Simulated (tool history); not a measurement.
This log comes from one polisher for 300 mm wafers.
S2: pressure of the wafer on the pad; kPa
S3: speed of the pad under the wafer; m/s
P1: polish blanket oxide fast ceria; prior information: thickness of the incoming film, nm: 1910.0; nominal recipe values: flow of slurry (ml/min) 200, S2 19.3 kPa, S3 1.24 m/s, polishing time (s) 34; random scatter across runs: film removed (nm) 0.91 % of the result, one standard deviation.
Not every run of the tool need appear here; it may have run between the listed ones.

Run 1, hour 7.8: flow of slurry (ml/min) 200, S2 19.3 kPa, S3 1.24 m/s, polishing time (s) 34. Result: film removed (nm) 694.02.
Run 2, hour 18.4: flow of slurry (ml/min) 200, S2 9.0 kPa, S3 1.24 m/s, polishing time (s) 34. Result: film removed (nm) 318.89.
Run 3, hour 30.4: flow of slurry (ml/min) 255, S2 19.3 kPa, S3 1.24 m/s, polishing time (s) 34. Result: film removed (nm) 709.02.
Run 4, hour 41.1: flow of slurry (ml/min) 200, S2 19.3 kPa, S3 1.24 m/s, polishing time (s) 34. Result: film removed (nm) 692.79.
Run 5, hour 52.6: flow of slurry (ml/min) 200, S2 19.3 kPa, S3 1.24 m/s, polishing time (s) 53. Result: film removed (nm) 1074.20.
Run 6, hour 61.7: flow of slurry (ml/min) 200, S2 19.3 kPa, S3 0.74 m/s, polishing time (s) 34. Result: film removed (nm) 413.67.
Run 7, hour 70.9: flow of slurry (ml/min) 200, S2 19.3 kPa, S3 1.94 m/s, polishing time (s) 34. Result: film removed (nm) 1095.40.
Run 8, hour 78.7: flow of slurry (ml/min) 200, S2 13.1 kPa, S3 1.68 m/s, polishing time (s) 34. Result: film removed (nm) 637.57.
Run 9, hour 89.2: flow of slurry (ml/min) 200, S2 30.3 kPa, S3 1.24 m/s, polishing time (s) 34. Result: film removed (nm) 1082.10.
Run 10, hour 101.0: flow of slurry (ml/min) 245, S2 19.3 kPa, S3 0.92 m/s, polishing time (s) 34. Result: film removed (nm) 533.25.
Run 11, hour 110.7: flow of slurry (ml/min) 200, S2 19.3 kPa, S3 1.24 m/s, polishing time (s) 34. Result: film removed (nm) 684.96.
Run 12, hour 119.2: flow of slurry (ml/min) 200, S2 19.3 kPa, S3 1.24 m/s, polishing time (s) 34. Result: film removed (nm) 695.09.
Run 13, hour 127.4: flow of slurry (ml/min) 265, S2 19.3 kPa, S3 1.74 m/s, polishing time (s) 34. Result: film removed (nm) 987.86.
Run 14, hour 138.5: flow of slurry (ml/min) 200, S2 19.3 kPa, S3 1.24 m/s, polishing time (s) 19. Result: film removed (nm) 383.42.
Run 15, hour 147.2: flow of slurry (ml/min) 120, S2 19.3 kPa, S3 1.24 m/s, polishing time (s) 34. Result: film removed (nm) 644.63.
Run 16, hour 159.2: flow of slurry (ml/min) 200, S2 19.3 kPa, S3 1.24 m/s, polishing time (s) 34. Result: film removed (nm) 686.85.
Run 17, hour 164.5: flow of slurry (ml/min) 200, S2 19.3 kPa, S3 1.24 m/s, polishing time (s) 34. Result: film removed (nm) 684.27.
Run 18, hour 173.9: flow of slurry (ml/min) 200, S2 19.3 kPa, S3 1.24 m/s, polishing time (s) 34. Result: film removed (nm) 666.20.
Run 19, hour 185.3: flow of slurry (ml/min) 200, S2 19.3 kPa, S3 1.24 m/s, polishing time (s) 34. Result: film removed (nm) 655.48.
At hour 190.5: worn pad replaced by a new one.
Run 20, hour 190.7: flow of slurry (ml/min) 200, S2 19.3 kPa, S3 1.24 m/s, polishing time (s) 34. Result: film removed (nm) 637.07.
Run 21, hour 201.4: flow of slurry (ml/min) 200, S2 19.3 kPa, S3 1.24 m/s, polishing time (s) 34. Result: film removed (nm) 648.11.
Run 22, hour 210.7: flow of slurry (ml/min) 200, S2 19.3 kPa, S3 1.24 m/s, polishing time (s) 34. Result: film removed (nm) 639.32.
Run 23, hour 220.7: flow of slurry (ml/min) 200, S2 19.3 kPa, S3 1.24 m/s, polishing time (s) 34. Result: film removed (nm) 626.04.

The log shows P1 creeping away from where it was. Any of the 2 causes listed here, at the size stated for it, fits the log just as well as the others:
A: slurry flow missing at the pad, % = 37
B: head's pressure below its setpoint, % = 7.37
The drift started at roughly hour 159.2.
Every other cause this tool's parts could produce, and why it does not fit the log:
removal rate lost through wear of the pad, %: work on it at hour 190.5, done after the drift set in, did not restore what the process gave before

Below are 4 check runs, each averaged over 3 wafers, with their results shown as question marks. Which of them would give clearly different results depending on which cause is behind the drift?
Run check 1, hour 230.7: flow of slurry (ml/min) 200, S2 29.0 kPa, S3 1.24 m/s, polishing time (s) 34. Result: film removed (nm) ?.
Run check 2, hour 230.7: flow of slurry (ml/min) 200, S2 19.3 kPa, S3 1.58 m/s, polishing time (s) 52. Result: film removed (nm) ?.
Run check 3, hour 230.7: flow of slurry (ml/min) 200, S2 26.2 kPa, S3 1.24 m/s, polishing time (s) 19. Result: film removed (nm) ?.
Run check 4, hour 230.7: flow of slurry (ml/min) 120, S2 24.8 kPa, S3 1.24 m/s, polishing time (s) 34. Result: film removed (nm) ?.

How each check would come out, cause by cause:
  check             result     if A     if B
check 1  film removed (nm)   962.67   962.55
check 2  film removed (nm)  1250.70  1250.50
check 3  film removed (nm)   486.73   486.67
check 4  film removed (nm)   723.64   756.63
Minimum pairwise separation of causes per check, each pair taken at its best-separating result: check 1 0.01 %; check 2 0.01 %; check 3 0.01 %; check 4 4.46 %
The causes can be told apart only by check 4. The other checks would give nearly the same results under each of them.

Here is what check 4 returned: film removed (nm) 721.85. Which cause is it?

A is the cause: slurry flow missing at the pad, %.
